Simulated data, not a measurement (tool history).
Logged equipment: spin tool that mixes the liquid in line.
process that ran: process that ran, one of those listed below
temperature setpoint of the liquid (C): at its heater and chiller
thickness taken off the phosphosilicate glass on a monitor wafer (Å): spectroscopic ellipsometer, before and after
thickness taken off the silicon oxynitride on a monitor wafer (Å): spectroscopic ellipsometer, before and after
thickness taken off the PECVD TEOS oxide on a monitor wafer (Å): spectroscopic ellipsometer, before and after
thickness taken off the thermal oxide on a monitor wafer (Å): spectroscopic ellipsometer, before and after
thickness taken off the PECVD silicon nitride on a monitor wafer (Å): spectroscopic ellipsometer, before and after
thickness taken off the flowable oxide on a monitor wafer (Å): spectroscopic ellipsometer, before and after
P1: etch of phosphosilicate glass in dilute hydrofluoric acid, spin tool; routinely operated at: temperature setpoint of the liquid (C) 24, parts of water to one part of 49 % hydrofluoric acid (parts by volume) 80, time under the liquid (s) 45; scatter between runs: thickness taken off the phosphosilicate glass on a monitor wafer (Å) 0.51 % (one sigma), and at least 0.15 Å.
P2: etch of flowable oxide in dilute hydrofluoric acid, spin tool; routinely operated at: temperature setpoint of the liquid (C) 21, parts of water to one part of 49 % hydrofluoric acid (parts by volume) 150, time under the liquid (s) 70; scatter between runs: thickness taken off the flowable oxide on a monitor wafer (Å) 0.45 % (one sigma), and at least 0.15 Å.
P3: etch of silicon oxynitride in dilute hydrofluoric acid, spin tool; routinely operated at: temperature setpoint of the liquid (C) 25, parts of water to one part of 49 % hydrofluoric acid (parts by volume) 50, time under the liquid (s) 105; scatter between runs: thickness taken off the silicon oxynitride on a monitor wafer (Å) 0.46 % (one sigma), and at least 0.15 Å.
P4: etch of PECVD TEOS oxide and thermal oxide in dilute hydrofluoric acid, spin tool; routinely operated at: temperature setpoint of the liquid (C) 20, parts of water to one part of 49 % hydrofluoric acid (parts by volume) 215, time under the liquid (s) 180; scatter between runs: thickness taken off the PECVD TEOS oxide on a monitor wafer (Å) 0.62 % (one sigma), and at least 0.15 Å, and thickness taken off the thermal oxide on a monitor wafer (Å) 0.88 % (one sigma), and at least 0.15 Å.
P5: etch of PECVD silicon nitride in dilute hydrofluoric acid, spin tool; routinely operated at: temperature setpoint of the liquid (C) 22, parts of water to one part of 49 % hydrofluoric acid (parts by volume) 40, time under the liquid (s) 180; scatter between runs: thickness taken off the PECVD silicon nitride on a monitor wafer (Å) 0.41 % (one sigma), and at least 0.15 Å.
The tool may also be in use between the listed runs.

| run | hour | process that ran | temperature setpoint of the liquid (C) | parts of water to one part of 49 % hydrofluoric acid (parts by volume) | time under the liquid (s) | hours since the thermometer was replaced | hours since the hydrofluoric acid flow meter was replaced | thickness taken off the phosphosilicate glass on a monitor wafer (Å) | thickness taken off the silicon oxynitride on a monitor wafer (Å) | thickness taken off the PECVD TEOS oxide on a monitor wafer (Å) | thickness taken off the thermal oxide on a monitor wafer (Å) | thickness taken off the PECVD silicon nitride on a monitor wafer (Å) | thickness taken off the flowable oxide on a monitor wafer (Å) |
|---|---|---|---|---|---|---|---|---|---|---|---|---|---|
| 1 | 8.3 | P1 | 24 | 80 | 45 | 991.5 | 148.5 | 340.33 |  |  |  |  |  |
| 2 | 13.8 | P3 | 25 | 50 | 190 | 997 | 154 |  | 129.36 |  |  |  |  |
| 3 | 22 | P1 | 24 | 35 | 45 | 1005.2 | 162.2 | 824.23 |  |  |  |  |  |
| 4 | 27.6 | P1 | 24 | 135 | 45 | 1010.8 | 167.8 | 189.08 |  |  |  |  |  |
| 5 | 34.9 | P1 | 24 | 80 | 45 | 1018.1 | 175.1 | 341.63 |  |  |  |  |  |
| 6 | 41.6 | P4 | 20 | 215 | 180 | 1024.8 | 181.8 |  |  | 52.364 | 31.082 |  |  |
| 7 | 49.1 | P1 | 24 | 80 | 45 | 1032.3 | 189.3 | 341.44 |  |  |  |  |  |
| 8 | 56.5 | P5 | 17 | 40 | 180 | 1039.7 | 196.7 |  |  |  |  | 52.404 |  |
| 9 | 64.6 | P1 | 19 | 80 | 45 | 1047.8 | 204.8 | 277.49 |  |  |  |  |  |
| 10 | 72.8 | P5 | 22 | 60 | 180 | 1056 | 213 |  |  |  |  | 50.194 |  |
| 11 | 77.1 | P3 | 33 | 50 | 105 | 1060.3 | 217.3 |  | 102.74 |  |  |  |  |
| 12 | 83.1 | P1 | 24 | 80 | 45 | 1066.3 | 223.3 | 341.42 |  |  |  |  |  |
| 13 | 90.7 | P4 | 20 | 85 | 180 | 1073.9 | 230.9 |  |  | 153.22 | 89.359 |  |  |
| 14 | 97.6 | P1 | 24 | 80 | 15 | 1080.8 | 237.8 | 113.47 |  |  |  |  |  |
| 15 | 103.3 | P3 | 25 | 50 | 105 | 1086.5 | 243.5 |  | 71.145 |  |  |  |  |
| 16 | 108.8 | P3 | 25 | 85 | 105 | 1092 | 249 |  | 40.243 |  |  |  |  |
| 17 | 114.9 | P3 | 25 | 50 | 105 | 1098.1 | 255.1 |  | 71.651 |  |  |  |  |
| 18 | 120.1 | P5 | 22 | 40 | 180 | 1103.3 | 260.3 |  |  |  |  | 74.257 |  |
| 19 | 125.6 | P1 | 17.5 | 80 | 30 | 1108.8 | 265.8 | 174.1 |  |  |  |  |  |
| 20 | 133.6 | P1 | 24 | 80 | 45 | 1116.8 | 273.8 | 339.98 |  |  |  |  |  |
| 21 | 142.2 | P4 | 17 | 215 | 180 | 1125.4 | 282.4 |  |  | 46.213 | 27.287 |  |  |
| 22 | 146.1 | P1 | 24 | 80 | 45 | 1129.3 | 286.3 | 340.29 |  |  |  |  |  |
| 23 | 152.7 | P1 | 28 | 80 | 45 | 1135.9 | 292.9 | 399.69 |  |  |  |  |  |
| 24 | 161 | P1 | 24 | 80 | 65 | 1144.2 | 301.2 | 491.1 |  |  |  |  |  |
| 25 | 168.5 | P2 | 21 | 150 | 70 | 1151.7 | 308.7 |  |  |  |  |  | 146.59 |
| 26 | 174.9 | P1 | 19.5 | 80 | 70 | 1158.1 | 315.1 | 442.25 |  |  |  |  |  |
| 27 | 183.1 | P2 | 27.5 | 150 | 70 | 1166.3 | 323.3 |  |  |  |  |  | 186.22 |
| 28 | 187.2 | P5 | 22 | 40 | 280 | 1170.4 | 327.4 |  |  |  |  | 116.34 |  |
| 29 | 193.4 | P2 | 21 | 50 | 70 | 1176.6 | 333.6 |  |  |  |  |  | 491.9 |
| 30 | 201.3 | P2 | 21 | 150 | 70 | 1184.5 | 341.5 |  |  |  |  |  | 144.88 |
| 31 | 208.4 | P2 | 21 | 150 | 30 | 1191.6 | 348.6 |  |  |  |  |  | 62.986 |
| 32 | 216.6 | P4 | 20 | 215 | 85 | 1199.8 | 356.8 |  |  | 25.107 | 14.174 |  |  |
| 33 | 223.2 | P1 | 24 | 80 | 45 | 1206.4 | 363.4 | 340.25 |  |  |  |  |  |
| 34 | 229.3 | P1 | 24 | 80 | 45 | 1212.5 | 369.5 | 333.34 |  |  |  |  |  |
| 35 | 235 | P1 | 24 | 80 | 45 | 1218.2 | 375.2 | 328.68 |  |  |  |  |  |
| 36 | 242.6 | P1 | 24 | 80 | 45 | 1225.8 | 382.8 | 321.46 |  |  |  |  |  |
| 37 | 247.9 | P1 | 24 | 80 | 45 | 1231.1 | 388.1 | 320.21 |  |  |  |  |  |
| 38 | 251.7 | P1 | 24 | 80 | 45 | 1234.9 | 391.9 | 322.65 |  |  |  |  |  |
| 39 | 259.9 | P1 | 24 | 80 | 45 | 1243.1 | 400.1 | 319.46 |  |  |  |  |  |
| 40 | 265.2 | P1 | 24 | 80 | 45 | 1248.4 | 405.4 | 313.76 |  |  |  |  |  |
| 41 | 273.8 | P1 | 24 | 80 | 45 | 1257 | 414 | 316.04 |  |  |  |  |  |
| 42 | 282.2 | P1 | 24 | 80 | 45 | 1265.4 | 422.4 | 317.08 |  |  |  |  |  |
| 43 | 286.4 | P1 | 24 | 80 | 45 | 1269.6 | 426.6 | 318.19 |  |  |  |  |  |
| 44 | 294.3 | P1 | 24 | 80 | 45 | 1277.5 | 434.5 | 315.59 |  |  |  |  |  |

What P1 gives has crept away from where it was. These 2 causes fit the log equally well, each at the size given:
A: hydrofluoric acid flow below the setpoint (%) = 6.44
B: liquid colder than its thermometer reads (K) = 1.82
The gradual shift began around hour 223.2.

Question marks stand in for the results of the 4 check runs listed below, each run on one wafer. Under which run would the listed causes show clearly different results?
| check 1 | 302.2 | P5 | 17 | 40 | 255 |  |  |  |  |  |  | ? |  |
| check 2 | 302.2 | P2 | 21 | 55 | 70 |  |  |  |  |  |  |  | ? |
| check 3 | 302.2 | P4 | 17 | 215 | 180 |  |  |  |  | ? | ? |  |  |
| check 4 | 302.2 | P3 | 32 | 80 | 105 |  |  |  | ? |  |  |  |  |

What each check would give under each cause:
| check | result | if A | if B |
|---|---|---|---|
| check 1 | thickness taken off the PECVD silicon nitride on a monitor wafer (Å) | 69.609 | 65.132 |
| check 2 | thickness taken off the flowable oxide on a monitor wafer (Å) | 412.5 | 410.15 |
| check 3 | thickness taken off the PECVD TEOS oxide on a monitor wafer (Å) | 43.361 | 43.669 |
| check 3 | thickness taken off the thermal oxide on a monitor wafer (Å) | 25.247 | 25.426 |
| check 4 | thickness taken off the silicon oxynitride on a monitor wafer (Å) | 55.549 | 55.033 |
Gap, in per cent, between the two causes that each check separates least, read from the result that separates them most: check 1 6.65 %; check 2 0.57 %; check 3 0.71 %; check 4 0.93 %
The causes can be told apart only by check 1. The other checks would give nearly the same results under each of them.

After running check 1, the following was obtained: thickness taken off the PECVD silicon nitride on a monitor wafer (Å) 65.451. Which cause does this point to?

B is the cause: liquid colder than its thermometer reads (K).
